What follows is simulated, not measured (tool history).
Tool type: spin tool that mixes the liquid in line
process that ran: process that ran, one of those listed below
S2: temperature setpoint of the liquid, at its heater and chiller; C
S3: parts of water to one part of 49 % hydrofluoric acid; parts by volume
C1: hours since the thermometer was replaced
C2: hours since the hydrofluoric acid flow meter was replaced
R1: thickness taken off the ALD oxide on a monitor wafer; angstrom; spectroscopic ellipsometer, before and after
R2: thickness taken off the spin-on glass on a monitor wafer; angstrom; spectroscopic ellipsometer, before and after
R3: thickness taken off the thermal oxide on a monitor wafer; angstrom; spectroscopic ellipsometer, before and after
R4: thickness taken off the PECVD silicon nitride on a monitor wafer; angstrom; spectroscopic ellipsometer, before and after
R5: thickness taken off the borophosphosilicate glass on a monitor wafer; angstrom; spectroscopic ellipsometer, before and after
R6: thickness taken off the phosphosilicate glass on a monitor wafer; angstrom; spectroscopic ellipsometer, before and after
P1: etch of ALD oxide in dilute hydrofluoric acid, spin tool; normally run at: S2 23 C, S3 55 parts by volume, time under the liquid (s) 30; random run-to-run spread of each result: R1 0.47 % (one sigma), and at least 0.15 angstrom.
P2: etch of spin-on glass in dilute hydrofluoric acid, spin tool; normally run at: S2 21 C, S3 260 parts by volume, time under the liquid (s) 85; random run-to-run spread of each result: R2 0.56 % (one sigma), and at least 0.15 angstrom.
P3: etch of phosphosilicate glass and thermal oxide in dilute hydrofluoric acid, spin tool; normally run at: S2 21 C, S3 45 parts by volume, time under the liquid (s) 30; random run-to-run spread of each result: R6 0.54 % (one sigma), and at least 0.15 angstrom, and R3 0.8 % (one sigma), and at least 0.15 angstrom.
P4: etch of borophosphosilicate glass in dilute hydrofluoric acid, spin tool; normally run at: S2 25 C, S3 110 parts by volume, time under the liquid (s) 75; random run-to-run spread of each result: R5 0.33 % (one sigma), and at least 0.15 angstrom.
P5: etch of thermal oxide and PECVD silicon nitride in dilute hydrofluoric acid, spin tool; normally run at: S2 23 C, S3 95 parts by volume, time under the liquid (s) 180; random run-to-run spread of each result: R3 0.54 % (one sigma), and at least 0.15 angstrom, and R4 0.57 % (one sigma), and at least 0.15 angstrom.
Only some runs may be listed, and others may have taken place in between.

Run 1, day 0.238: process that ran P1, S2 23 C, S3 55 parts by volume, time under the liquid (s) 30; C1 958.5; C2 291.3. Result: R1 145.62 angstrom.
Run 2, day 0.521: process that ran P2, S2 21 C, S3 50 parts by volume, time under the liquid (s) 85; C1 965.3; C2 298.1. Result: R2 527.21 angstrom.
Run 3, day 0.704: process that ran P2, S2 21 C, S3 260 parts by volume, time under the liquid (s) 85; C1 969.7; C2 302.5. Result: R2 82.343 angstrom.
Run 4, day 0.85: process that ran P2, S2 21 C, S3 260 parts by volume, time under the liquid (s) 135; C1 973.2; C2 306. Result: R2 128.9 angstrom.
Run 5, day 1.004: process that ran P2, S2 28 C, S3 260 parts by volume, time under the liquid (s) 85; C1 976.9; C2 309.7. Result: R2 103.89 angstrom.
Run 6, day 1.192: process that ran P1, S2 23 C, S3 55 parts by volume, time under the liquid (s) 60; C1 981.4; C2 314.2. Result: R1 288.18 angstrom.
Run 7, day 1.512: process that ran P5, S2 28 C, S3 95 parts by volume, time under the liquid (s) 180; C1 989.1; C2 321.9. Result: R3 101.31 angstrom, R4 101.81 angstrom.
Run 8, day 1.788: process that ran P5, S2 23 C, S3 95 parts by volume, time under the liquid (s) 180; C1 995.7; C2 328.5. Result: R3 83.692 angstrom, R4 73.895 angstrom.
Run 9, day 1.988: process that ran P1, S2 23 C, S3 55 parts by volume, time under the liquid (s) 15; C1 1000.5; C2 333.3. Result: R1 72.667 angstrom.
Run 10, day 2.171: process that ran P5, S2 23 C, S3 95 parts by volume, time under the liquid (s) 180; C1 1004.9; C2 337.7. Result: R3 84.123 angstrom, R4 73.936 angstrom.
Run 11, day 2.433: process that ran P1, S2 28.5 C, S3 55 parts by volume, time under the liquid (s) 50; C1 1011.2; C2 344. Result: R1 302.31 angstrom.
Run 12, day 2.608: process that ran P1, S2 23 C, S3 55 parts by volume, time under the liquid (s) 30; C1 1015.4; C2 348.2. Result: R1 144.83 angstrom.
Run 13, day 2.783: process that ran P4, S2 25 C, S3 110 parts by volume, time under the liquid (s) 75; C1 1019.6; C2 352.4. Result: R5 223.83 angstrom.
Run 14, day 3.012: process that ran P3, S2 21 C, S3 45 parts by volume, time under the liquid (s) 30; C1 1025.1; C2 357.9. Result: R3 30.452 angstrom, R6 403.84 angstrom.
Run 15, day 3.225: process that ran P1, S2 23 C, S3 55 parts by volume, time under the liquid (s) 30; C1 1030.2; C2 363. Result: R1 144.77 angstrom.
Run 16, day 3.375: process that ran P4, S2 25 C, S3 110 parts by volume, time under the liquid (s) 75; C1 1033.8; C2 366.6. Result: R5 225.56 angstrom.
At day 3.567: hydrofluoric acid flow meter replaced.
Run 17, day 3.683: process that ran P5, S2 23 C, S3 20 parts by volume, time under the liquid (s) 180; C1 1041.2; C2 2.9. Result: R3 441.35 angstrom, R4 338.64 angstrom.
Run 18, day 3.925: process that ran P5, S2 23 C, S3 95 parts by volume, time under the liquid (s) 15; C1 1047; C2 8.7. Result: R3 7.1078 angstrom, R4 6.2857 angstrom.
Run 19, day 4.217: process that ran P1, S2 23 C, S3 55 parts by volume, time under the liquid (s) 30; C1 1054; C2 15.7. Result: R1 144.42 angstrom.
Run 20, day 4.388: process that ran P3, S2 21 C, S3 45 parts by volume, time under the liquid (s) 30; C1 1058.1; C2 19.8. Result: R3 29.888 angstrom, R6 401.8 angstrom.
Run 21, day 4.596: process that ran P4, S2 25 C, S3 110 parts by volume, time under the liquid (s) 115; C1 1063.1; C2 24.8. Result: R5 343.69 angstrom.
Run 22, day 4.746: process that ran P3, S2 21 C, S3 45 parts by volume, time under the liquid (s) 45; C1 1066.7; C2 28.4. Result: R3 45.992 angstrom, R6 607.56 angstrom.
Run 23, day 5.017: process that ran P1, S2 23 C, S3 30 parts by volume, time under the liquid (s) 30; C1 1073.2; C2 34.9. Result: R1 273.99 angstrom.
Run 24, day 5.304: process that ran P3, S2 17 C, S3 45 parts by volume, time under the liquid (s) 30; C1 1080.1; C2 41.8. Result: R3 25.725 angstrom, R6 336.97 angstrom.
Run 25, day 5.475: process that ran P1, S2 23 C, S3 55 parts by volume, time under the liquid (s) 30; C1 1084.2; C2 45.9. Result: R1 144.19 angstrom.
Run 26, day 5.617: process that ran P1, S2 27 C, S3 20 parts by volume, time under the liquid (s) 30; C1 1087.6; C2 49.3. Result: R1 490.39 angstrom.
Run 27, day 5.917: process that ran P3, S2 21 C, S3 20 parts by volume, time under the liquid (s) 30; C1 1094.8; C2 56.5. Result: R3 70.782 angstrom, R6 927.58 angstrom.
Run 28, day 6.062: process that ran P1, S2 17 C, S3 55 parts by volume, time under the liquid (s) 30; C1 1098.3; C2 60. Result: R1 111.9 angstrom.
Run 29, day 6.375: process that ran P4, S2 25 C, S3 165 parts by volume, time under the liquid (s) 75; C1 1105.8; C2 67.5. Result: R5 140.72 angstrom.
Run 30, day 6.629: process that ran P1, S2 28.5 C, S3 55 parts by volume, time under the liquid (s) 30; C1 1111.9; C2 73.6. Result: R1 179.24 angstrom.
Run 31, day 6.908: process that ran P1, S2 30.5 C, S3 25 parts by volume, time under the liquid (s) 30; C1 1118.6; C2 80.3. Result: R1 450.5 angstrom.
Run 32, day 7.058: process that ran P4, S2 21.5 C, S3 110 parts by volume, time under the liquid (s) 75; C1 1122.2; C2 83.9. Result: R5 196.19 angstrom.
Run 33, day 7.238: process that ran P1, S2 23 C, S3 85 parts by volume, time under the liquid (s) 30; C1 1126.5; C2 88.2. Result: R1 89.776 angstrom.
Run 34, day 7.429: process that ran P1, S2 23 C, S3 55 parts by volume, time under the liquid (s) 30; C1 1131.1; C2 92.8. Result: R1 143.36 angstrom.
Run 35, day 7.7: process that ran P1, S2 23 C, S3 55 parts by volume, time under the liquid (s) 30; C1 1137.6; C2 99.3. Result: R1 149.66 angstrom.
Run 36, day 7.904: process that ran P1, S2 23 C, S3 55 parts by volume, time under the liquid (s) 30; C1 1142.5; C2 104.2. Result: R1 153.8 angstrom.
Run 37, day 8.046: process that ran P1, S2 23 C, S3 55 parts by volume, time under the liquid (s) 30; C1 1145.9; C2 107.6. Result: R1 155.54 angstrom.
Run 38, day 8.325: process that ran P1, S2 23 C, S3 55 parts by volume, time under the liquid (s) 30; C1 1152.6; C2 114.3. Result: R1 155.05 angstrom.
Run 39, day 8.642: process that ran P1, S2 23 C, S3 55 parts by volume, time under the liquid (s) 30; C1 1160.2; C2 121.9. Result: R1 158.26 angstrom.
Run 40, day 8.825: process that ran P1, S2 23 C, S3 55 parts by volume, time under the liquid (s) 30; C1 1164.6; C2 126.3. Result: R1 157.29 angstrom.
Run 41, day 9.117: process that ran P1, S2 23 C, S3 55 parts by volume, time under the liquid (s) 30; C1 1171.6; C2 133.3. Result: R1 158.61 angstrom.
Run 42, day 9.375: process that ran P1, S2 23 C, S3 55 parts by volume, time under the liquid (s) 30; C1 1177.8; C2 139.5. Result: R1 158.32 angstrom.
Run 43, day 9.517: process that ran P1, S2 23 C, S3 55 parts by volume, time under the liquid (s) 30; C1 1181.2; C2 142.9. Result: R1 159.96 angstrom.

The log shows P1 creeping away from where it was. Any of the 2 causes listed here, at the size stated for it, fits the log just as well as the others:
A: hydrofluoric acid flow above the setpoint (%) = 8.79
B: liquid hotter than its thermometer reads (K) = 2.2
The drift started at roughly day 7.429.

Consider the 4 single-wafer check runs listed below, results given as question marks: which one distinguishes between the causes by giving clearly different results for each?
Run check 1, day 9.658: process that ran P4, S2 22 C, S3 110 parts by volume, time under the liquid (s) 110. Result: R5 ?.
Run check 2, day 9.658: process that ran P5, S2 27.5 C, S3 25 parts by volume, time under the liquid (s) 180. Result: R3 ?, R4 ?.
Run check 3, day 9.658: process that ran P2, S2 24 C, S3 120 parts by volume, time under the liquid (s) 85. Result: R2 ?.
Run check 4, day 9.658: process that ran P3, S2 17 C, S3 45 parts by volume, time under the liquid (s) 45. Result: R3 ?, R6 ?.

How each check would come out, cause by cause:
  check  result    if A    if B
check 1      R5  321.93  319.58
check 2      R3  458.79  459.78
check 2      R4  400.49  427.14
check 3      R2  253.06  250.31
check 4      R3    41.8  42.083
check 4      R6  555.29  559.05
Smallest distance between any two causes, each pair judged by its most separating result, in per cent: check 1 0.73 %; check 2 6.44 %; check 3 1.09 %; check 4 0.67 %
Of the check runs offered, only check 2 discriminates between the causes; the rest would read about the same regardless of which cause applies.

Then check 2 was run and gave: R3 458.07 angstrom; R4 401.33 angstrom. Which cause is it?

It is A: hydrofluoric acid flow above the setpoint (%).
